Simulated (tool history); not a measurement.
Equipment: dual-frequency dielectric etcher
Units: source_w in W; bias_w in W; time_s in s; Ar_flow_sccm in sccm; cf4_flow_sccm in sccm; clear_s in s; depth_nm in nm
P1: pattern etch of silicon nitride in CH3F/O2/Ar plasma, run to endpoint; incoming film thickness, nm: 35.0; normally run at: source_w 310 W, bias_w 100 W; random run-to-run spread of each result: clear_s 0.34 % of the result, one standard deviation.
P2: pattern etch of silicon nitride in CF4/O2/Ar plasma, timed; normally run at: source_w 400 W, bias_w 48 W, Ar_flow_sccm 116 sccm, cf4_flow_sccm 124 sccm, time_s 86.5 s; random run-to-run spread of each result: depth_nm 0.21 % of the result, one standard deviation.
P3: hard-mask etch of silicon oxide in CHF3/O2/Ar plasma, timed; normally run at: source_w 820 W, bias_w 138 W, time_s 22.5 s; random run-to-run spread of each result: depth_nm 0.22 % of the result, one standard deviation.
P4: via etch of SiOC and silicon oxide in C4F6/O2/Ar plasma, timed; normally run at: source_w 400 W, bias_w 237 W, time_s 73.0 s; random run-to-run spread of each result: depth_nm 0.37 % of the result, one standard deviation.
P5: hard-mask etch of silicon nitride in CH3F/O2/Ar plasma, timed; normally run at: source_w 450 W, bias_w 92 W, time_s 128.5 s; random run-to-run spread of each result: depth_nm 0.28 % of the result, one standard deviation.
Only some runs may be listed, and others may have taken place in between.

Run 1, hour 5.7: process P1, source_w 310 W, bias_w 100 W. Result: clear_s 48.865 s.
Run 2, hour 16.6: process P3, source_w 820 W, bias_w 112 W, time_s 22.5 s. Result: depth_nm 44.521 nm.
Run 3, hour 27.1: process P1, source_w 310 W, bias_w 100 W. Result: clear_s 48.964 s.
Run 4, hour 35.6: process P4, source_w 400 W, bias_w 318 W, time_s 73.0 s. Result: depth_nm 100.150 nm.
Run 5, hour 41.9: process P5, source_w 450 W, bias_w 92 W, time_s 128.5 s. Result: depth_nm 105.840 nm.
Run 6, hour 52.6: process P5, source_w 450 W, bias_w 92 W, time_s 191.5 s. Result: depth_nm 157.380 nm.
Run 7, hour 64.6: process P5, source_w 450 W, bias_w 130 W, time_s 128.5 s. Result: depth_nm 119.680 nm.
Run 8, hour 75.3: process P3, source_w 1130 W, bias_w 138 W, time_s 22.5 s. Result: depth_nm 53.830 nm.
Run 9, hour 83.8: process P2, source_w 400 W, bias_w 48 W, time_s 86.5 s, Ar_flow_sccm 116 sccm, cf4_flow_sccm 173 sccm. Result: depth_nm 139.470 nm.
Run 10, hour 90.3: process P5, source_w 530 W, bias_w 92 W, time_s 128.5 s. Result: depth_nm 111.890 nm.
Run 11, hour 101.1: process P1, source_w 390 W, bias_w 119 W. Result: clear_s 41.798 s.
Run 12, hour 109.8: process P4, source_w 400 W, bias_w 237 W, time_s 43.0 s. Result: depth_nm 53.241 nm.
Run 13, hour 115.7: process P3, source_w 820 W, bias_w 138 W, time_s 22.5 s. Result: depth_nm 47.306 nm.
Run 14, hour 126.7: process P2, source_w 400 W, bias_w 48 W, time_s 66.5 s, Ar_flow_sccm 116 sccm, cf4_flow_sccm 124 sccm. Result: depth_nm 103.560 nm.
Run 15, hour 136.8: process P1, source_w 220 W, bias_w 127 W. Result: clear_s 50.502 s.
Run 16, hour 143.3: process P1, source_w 390 W, bias_w 75 W. Result: clear_s 49.621 s.
Run 17, hour 149.1: process P2, source_w 400 W, bias_w 59 W, time_s 86.5 s, Ar_flow_sccm 116 sccm, cf4_flow_sccm 124 sccm. Result: depth_nm 146.090 nm.
Run 18, hour 156.1: process P2, source_w 400 W, bias_w 48 W, time_s 86.5 s, Ar_flow_sccm 153 sccm, cf4_flow_sccm 124 sccm. Result: depth_nm 130.410 nm.
Run 19, hour 162.6: process P2, source_w 550 W, bias_w 48 W, time_s 86.5 s, Ar_flow_sccm 116 sccm, cf4_flow_sccm 124 sccm. Result: depth_nm 177.550 nm.
Run 20, hour 168.1: process P3, source_w 820 W, bias_w 138 W, time_s 22.5 s. Result: depth_nm 47.402 nm.
Run 21, hour 175.2: process P1, source_w 310 W, bias_w 100 W. Result: clear_s 48.962 s.
Run 22, hour 185.2: process P5, source_w 450 W, bias_w 92 W, time_s 128.5 s. Result: depth_nm 105.010 nm.
Run 23, hour 196.3: process P1, source_w 310 W, bias_w 100 W. Result: clear_s 48.709 s.
Run 24, hour 202.4: process P2, source_w 400 W, bias_w 48 W, time_s 86.5 s, Ar_flow_sccm 116 sccm, cf4_flow_sccm 124 sccm. Result: depth_nm 135.160 nm.
Run 25, hour 212.0: process P4, source_w 400 W, bias_w 237 W, time_s 73.0 s. Result: depth_nm 90.547 nm.
Run 26, hour 220.9: process P4, source_w 560 W, bias_w 237 W, time_s 73.0 s. Result: depth_nm 102.390 nm.
Run 27, hour 227.2: process P1, source_w 310 W, bias_w 100 W. Result: clear_s 48.745 s.
Run 28, hour 233.3: process P1, source_w 420 W, bias_w 100 W. Result: clear_s 43.583 s.
Run 29, hour 240.3: process P3, source_w 820 W, bias_w 138 W, time_s 31.5 s. Result: depth_nm 66.271 nm.
Run 30, hour 252.0: process P1, source_w 310 W, bias_w 123 W. Result: clear_s 44.819 s.
Run 31, hour 258.2: process P2, source_w 400 W, bias_w 48 W, time_s 86.5 s, Ar_flow_sccm 116 sccm, cf4_flow_sccm 124 sccm. Result: depth_nm 135.250 nm.
Run 32, hour 264.4: process P1, source_w 220 W, bias_w 100 W. Result: clear_s 55.426 s.
Run 33, hour 273.6: process P1, source_w 310 W, bias_w 63 W. Result: clear_s 57.338 s.
Run 34, hour 283.0: process P1, source_w 310 W, bias_w 100 W. Result: clear_s 48.806 s.
Run 35, hour 292.2: process P1, source_w 310 W, bias_w 100 W. Result: clear_s 48.929 s.
Run 36, hour 301.2: process P1, source_w 310 W, bias_w 100 W. Result: clear_s 49.267 s.
Run 37, hour 311.9: process P1, source_w 310 W, bias_w 100 W. Result: clear_s 49.692 s.
Run 38, hour 318.3: process P1, source_w 310 W, bias_w 100 W. Result: clear_s 49.402 s.
Run 39, hour 328.9: process P1, source_w 310 W, bias_w 100 W. Result: clear_s 49.607 s.
Run 40, hour 336.6: process P1, source_w 310 W, bias_w 100 W. Result: clear_s 49.872 s.
At hour 338.7: wet clean of the chamber.
Run 41, hour 342.4: process P1, source_w 310 W, bias_w 100 W. Result: clear_s 49.652 s.
Run 42, hour 353.1: process P1, source_w 310 W, bias_w 100 W. Result: clear_s 49.442 s.
Run 43, hour 360.2: process P1, source_w 310 W, bias_w 100 W. Result: clear_s 49.845 s.
Run 44, hour 366.5: process P1, source_w 310 W, bias_w 100 W. Result: clear_s 49.753 s.

P1 no longer gives what it gave before; its output has crept away from where it was. The following 2 causes, each at its listed size, fit the log equally well:
A: source power that arrives under what is set, % = 4.73
B: bias power that arrives under what is set, % = 4.71
The creep began at about hour 283.0.
Why every other cause is out:
chamber walls in a state that lowers the etch rate, %: work on it at hour 338.7, done after the drift set in, did not restore what the process gave before

Which of the 4 check runs listed below separates the causes, so that each cause would produce a clearly different result? Each run uses one wafer, and its results are marked with question marks.
Run check 1, hour 372.8: process P3, source_w 820 W, bias_w 138 W, time_s 30.0 s. Result: depth_nm ?.
Run check 2, hour 372.8: process P4, source_w 550 W, bias_w 270 W, time_s 73.0 s. Result: depth_nm ?.
Run check 3, hour 372.8: process P2, source_w 540 W, bias_w 59 W, time_s 86.5 s, Ar_flow_sccm 116 sccm, cf4_flow_sccm 124 sccm. Result: depth_nm ?.
Run check 4, hour 372.8: process P5, source_w 450 W, bias_w 126 W, time_s 168.0 s. Result: depth_nm ?.

Outcome of each check run for each possible cause:
  check    result     if A     if B
check 1  depth_nm   61.923   62.178
check 2  depth_nm  104.650  104.870
check 3  depth_nm  181.250  185.610
check 4  depth_nm  152.110  152.050
Gap, in per cent, between the two causes that each check separates least, read from the result that separates them most: check 1 0.41 %; check 2 0.21 %; check 3 2.38 %; check 4 0.04 %
Check 3 tells the causes apart: in the others they would give nearly the same result.

Here is what check 3 returned: depth_nm 185.660 nm. Which cause is it?

Of the candidate causes, it is B: bias power that arrives under what is set, %.
